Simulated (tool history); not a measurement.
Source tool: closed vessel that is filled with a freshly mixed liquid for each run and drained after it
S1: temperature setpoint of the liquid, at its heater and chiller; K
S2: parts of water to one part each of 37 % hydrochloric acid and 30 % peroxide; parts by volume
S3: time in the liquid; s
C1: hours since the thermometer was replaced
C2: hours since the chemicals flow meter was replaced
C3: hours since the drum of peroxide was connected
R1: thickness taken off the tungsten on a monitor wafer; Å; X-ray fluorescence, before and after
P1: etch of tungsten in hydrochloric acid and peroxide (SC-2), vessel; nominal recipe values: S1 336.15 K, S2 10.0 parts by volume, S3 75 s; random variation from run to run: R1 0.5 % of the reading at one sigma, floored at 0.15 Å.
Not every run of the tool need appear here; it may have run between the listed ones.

{"run": 1, "hour": 2.8, "S1": 336.15, "S2": 10.0, "S3": 75, "C1": 453.4, "C2": 105.5, "C3": 277.0, "R1": 345.79}
{"run": 2, "hour": 6.0, "S1": 336.15, "S2": 10.0, "S3": 30, "C1": 456.6, "C2": 108.7, "C3": 280.2, "R1": 140.1}
{"run": 3, "hour": 9.1, "S1": 336.15, "S2": 15.5, "S3": 30, "C1": 459.7, "C2": 111.8, "C3": 283.3, "R1": 95.953}
{"run": 4, "hour": 13.1, "S1": 320.15, "S2": 10.0, "S3": 75, "C1": 463.7, "C2": 115.8, "C3": 287.3, "R1": 123.91}
{"run": 5, "hour": 16.2, "S1": 336.15, "S2": 10.0, "S3": 75, "C1": 466.8, "C2": 118.9, "C3": 290.4, "R1": 350.56}
{"run": 6, "hour": 20.4, "S1": 336.15, "S2": 4.0, "S3": 75, "C1": 471.0, "C2": 123.1, "C3": 294.6, "R1": 696.8}
{"run": 7, "hour": 24.8, "S1": 336.15, "S2": 10.0, "S3": 75, "C1": 475.4, "C2": 127.5, "C3": 299.0, "R1": 348.26}
{"hour": 28.7, "done": "chemicals flow meter replaced"}
{"run": 8, "hour": 29.6, "S1": 336.15, "S2": 10.0, "S3": 150, "C1": 480.2, "C2": 0.9, "C3": 303.8, "R1": 691.59}
{"hour": 30.1, "done": "thermometer replaced"}
{"run": 9, "hour": 33.1, "S1": 336.15, "S2": 10.0, "S3": 75, "C1": 3.1, "C2": 4.4, "C3": 307.3, "R1": 345.69}
{"run": 10, "hour": 37.1, "S1": 345.15, "S2": 10.0, "S3": 75, "C1": 7.1, "C2": 8.4, "C3": 311.3, "R1": 595.2}
{"run": 11, "hour": 41.7, "S1": 336.15, "S2": 17.0, "S3": 75, "C1": 11.7, "C2": 13.0, "C3": 315.9, "R1": 219.83}
{"run": 12, "hour": 45.5, "S1": 336.15, "S2": 10.0, "S3": 75, "C1": 15.5, "C2": 16.8, "C3": 319.7, "R1": 349.37}
{"run": 13, "hour": 48.3, "S1": 336.15, "S2": 10.0, "S3": 75, "C1": 18.3, "C2": 19.6, "C3": 322.5, "R1": 347.86}
{"run": 14, "hour": 52.0, "S1": 336.15, "S2": 4.0, "S3": 40, "C1": 22.0, "C2": 23.3, "C3": 326.2, "R1": 369.58}

Run 15 is up next; what results do you expect?
{"run": 15, "hour": 55.1, "S1": 336.15, "S2": 10.0, "S3": 75, "C1": 25.1, "C2": 26.4, "C3": 329.3, "R1": "?"}

{"run 15": {"R1": 347.95}}
